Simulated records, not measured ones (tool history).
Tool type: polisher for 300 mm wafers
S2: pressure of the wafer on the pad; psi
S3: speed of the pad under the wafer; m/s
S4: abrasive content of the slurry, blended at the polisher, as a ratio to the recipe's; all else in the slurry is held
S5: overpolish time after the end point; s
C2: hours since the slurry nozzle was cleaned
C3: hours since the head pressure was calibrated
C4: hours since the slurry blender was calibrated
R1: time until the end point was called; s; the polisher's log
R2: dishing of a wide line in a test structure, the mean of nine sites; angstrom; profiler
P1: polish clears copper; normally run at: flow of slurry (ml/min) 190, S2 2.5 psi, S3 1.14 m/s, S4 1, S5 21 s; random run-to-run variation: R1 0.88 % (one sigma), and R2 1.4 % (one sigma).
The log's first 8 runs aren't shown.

At hour 42.2: slurry nozzle cleaned.
Run 9, hour 44.6: flow of slurry (ml/min) 190, S2 3.5 psi, S3 1.14 m/s, S4 1, S5 21 s; wafers polished on this pad 726; C2 2.4; C3 484.5; C4 96. Result: R1 89.514 s, R2 365.68 angstrom.
Run 10, hour 50.9: flow of slurry (ml/min) 270, S2 1.7 psi, S3 1.14 m/s, S4 1, S5 21 s; wafers polished on this pad 774; C2 8.7; C3 490.8; C4 102.3. Result: R1 179.25 s, R2 238.44 angstrom.
Run 11, hour 54.4: flow of slurry (ml/min) 245, S2 2.5 psi, S3 1.14 m/s, S4 1, S5 21 s; wafers polished on this pad 800; C2 12.2; C3 494.3; C4 105.8. Result: R1 121.6 s, R2 309.02 angstrom.
At hour 59.9: head pressure recalibrated.
Run 12, hour 60.4: flow of slurry (ml/min) 190, S2 2.5 psi, S3 1.14 m/s, S4 1, S5 21 s; wafers polished on this pad 846; C2 18.2; C3 0.6; C4 111.8. Result: R1 126.63 s, R2 305.21 angstrom.
Run 13, hour 68.1: flow of slurry (ml/min) 190, S2 2.5 psi, S3 1.46 m/s, S4 1, S5 21 s; wafers polished on this pad 904; C2 25.9; C3 8.3; C4 119.5. Result: R1 99.443 s, R2 351.06 angstrom.
Run 14, hour 71.7: flow of slurry (ml/min) 190, S2 2.5 psi, S3 1.14 m/s, S4 1, S5 6 s; wafers polished on this pad 931; C2 29.5; C3 11.9; C4 123.1. Result: R1 126.23 s, R2 120.11 angstrom.
Run 15, hour 75.8: flow of slurry (ml/min) 190, S2 2.5 psi, S3 0.68 m/s, S4 1, S5 21 s; wafers polished on this pad 962; C2 33.6; C3 16; C4 127.2. Result: R1 208.91 s, R2 218.69 angstrom.
Run 16, hour 81.4: flow of slurry (ml/min) 190, S2 2.5 psi, S3 1.14 m/s, S4 0.55, S5 21 s; wafers polished on this pad 1005; C2 39.2; C3 21.6; C4 132.8. Result: R1 141.16 s, R2 277.02 angstrom.
Run 17, hour 88.9: flow of slurry (ml/min) 190, S2 2.5 psi, S3 1.14 m/s, S4 1.4, S5 21 s; wafers polished on this pad 1061; C2 46.7; C3 29.1; C4 140.3. Result: R1 117.23 s, R2 317.12 angstrom.
Run 18, hour 95: flow of slurry (ml/min) 190, S2 2.5 psi, S3 1.4 m/s, S4 1, S5 6 s; wafers polished on this pad 1107; C2 52.8; C3 35.2; C4 146.4. Result: R1 101.92 s, R2 139.12 angstrom.
Run 19, hour 98.9: flow of slurry (ml/min) 190, S2 1.6 psi, S3 1.14 m/s, S4 1, S5 21 s; wafers polished on this pad 1137; C2 56.7; C3 39.1; C4 150.3. Result: R1 199.72 s, R2 217.44 angstrom.
Run 20, hour 102.4: flow of slurry (ml/min) 190, S2 2.5 psi, S3 1.14 m/s, S4 1, S5 21 s; wafers polished on this pad 1163; C2 60.2; C3 42.6; C4 153.8. Result: R1 124.92 s, R2 304.29 angstrom.
Run 21, hour 108.8: flow of slurry (ml/min) 190, S2 2.5 psi, S3 1.14 m/s, S4 1, S5 21 s; wafers polished on this pad 1212; C2 66.6; C3 49; C4 160.2. Result: R1 130.43 s, R2 291.76 angstrom.

Run 22 is up next; what results do you expect?
Run 22, hour 112.4: flow of slurry (ml/min) 190, S2 2.5 psi, S3 1.14 m/s, S4 1, S5 21 s; wafers polished on this pad 1239; C2 70.2; C3 52.6; C4 163.8. Result: R1 ?, R2 ?.

{"run 22": {"R1": 128.77, "R2": 286.79}}
